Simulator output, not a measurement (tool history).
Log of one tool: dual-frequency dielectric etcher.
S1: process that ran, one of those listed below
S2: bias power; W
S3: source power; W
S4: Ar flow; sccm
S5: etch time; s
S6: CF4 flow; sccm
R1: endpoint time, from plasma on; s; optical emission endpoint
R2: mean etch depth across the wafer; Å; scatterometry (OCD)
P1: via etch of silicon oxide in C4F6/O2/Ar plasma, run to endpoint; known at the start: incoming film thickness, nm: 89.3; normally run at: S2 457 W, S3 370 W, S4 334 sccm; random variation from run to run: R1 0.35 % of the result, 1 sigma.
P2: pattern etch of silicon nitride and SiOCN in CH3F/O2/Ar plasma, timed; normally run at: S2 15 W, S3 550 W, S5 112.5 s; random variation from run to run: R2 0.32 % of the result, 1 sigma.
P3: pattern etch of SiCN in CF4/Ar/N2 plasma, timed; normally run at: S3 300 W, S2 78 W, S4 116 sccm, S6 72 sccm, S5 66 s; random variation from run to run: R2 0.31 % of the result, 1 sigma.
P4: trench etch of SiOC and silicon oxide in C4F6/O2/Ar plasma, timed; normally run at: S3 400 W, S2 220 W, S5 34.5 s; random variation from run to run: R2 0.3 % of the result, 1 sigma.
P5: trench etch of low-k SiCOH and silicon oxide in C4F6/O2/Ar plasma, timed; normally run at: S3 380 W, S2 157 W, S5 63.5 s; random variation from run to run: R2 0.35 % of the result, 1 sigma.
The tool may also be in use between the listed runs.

run 1 hour=8 | S1=P1 S2=457 S3=370 S4=334 | R1=21.092
run 2 hour=19.5 | S1=P1 S2=457 S3=370 S4=399 | R1=21.524
run 3 hour=25.6 | S1=P1 S2=383 S3=280 S4=334 | R1=25.003
run 4 hour=35.8 | S1=P2 S2=15 S3=550 S5=65.5 | R2=84.66
run 5 hour=46.3 | S1=P2 S2=11 S3=550 S5=112.5 | R2=129.06
run 6 hour=53.3 | S1=P2 S2=15 S3=400 S5=112.5 | R2=129.64
run 7 hour=64.2 | S1=P3 S2=47 S3=300 S4=116 S5=66 S6=72 | R2=329.58
run 8 hour=69.6 | S1=P4 S2=220 S3=400 S5=34.5 | R2=760.68
run 9 hour=75.6 | S1=P5 S2=201 S3=380 S5=63.5 | R2=2103.5
run 10 hour=87.1 | S1=P4 S2=220 S3=300 S5=34.5 | R2=688.44
run 11 hour=92.4 | S1=P1 S2=457 S3=370 S4=334 | R1=21.075
run 12 hour=99.2 | S1=P5 S2=157 S3=300 S5=63.5 | R2=1764.1
run 13 hour=108.6 | S1=P3 S2=78 S3=300 S4=116 S5=66 S6=52 | R2=376.27
run 14 hour=120.2 | S1=P1 S2=457 S3=370 S4=334 | R1=21.169
run 15 hour=125.8 | S1=P1 S2=457 S3=370 S4=334 | R1=20.991
run 16 hour=132.8 | S1=P1 S2=457 S3=370 S4=334 | R1=21.008
run 17 hour=142.2 | S1=P1 S2=457 S3=500 S4=334 | R1=18.772
run 18 hour=147.9 | S1=P1 S2=457 S3=270 S4=334 | R1=23.651
run 19 hour=156 | S1=P5 S2=157 S3=380 S5=63.5 | R2=1946
run 20 hour=161.3 | S1=P5 S2=157 S3=380 S5=63.5 | R2=1940.7
run 21 hour=167.3 | S1=P3 S2=78 S3=300 S4=116 S5=95 S6=72 | R2=568.62
run 22 hour=178.7 | S1=P3 S2=78 S3=300 S4=157 S5=66 S6=72 | R2=376.29
run 23 hour=188.6 | S1=P1 S2=457 S3=370 S4=246 | R1=20.294
run 24 hour=195 | S1=P1 S2=281 S3=370 S4=334 | R1=25.071
run 25 hour=203.2 | S1=P5 S2=157 S3=380 S5=86 | R2=2636.7
run 26 hour=211.3 | S1=P4 S2=177 S3=400 S5=34.5 | R2=716.1
run 27 hour=222.2 | S1=P2 S2=15 S3=550 S5=112.5 | R2=145.19
run 28 hour=228.9 | S1=P3 S2=78 S3=360 S4=116 S5=66 S6=72 | R2=463.46
run 29 hour=235.7 | S1=P3 S2=78 S3=300 S4=116 S5=66 S6=72 | R2=396.14
run 30 hour=245.8 | S1=P4 S2=220 S3=400 S5=21 | R2=467.42
run 31 hour=255 | S1=P1 S2=541 S3=370 S4=334 | R1=19.903
run 32 hour=261.4 | S1=P1 S2=457 S3=370 S4=334 | R1=21.123

The next listed run, before its measurement:
run 33 hour=271.3 | S1=P1 S2=457 S3=370 S4=334 | R1=?

R1: 20.854 s
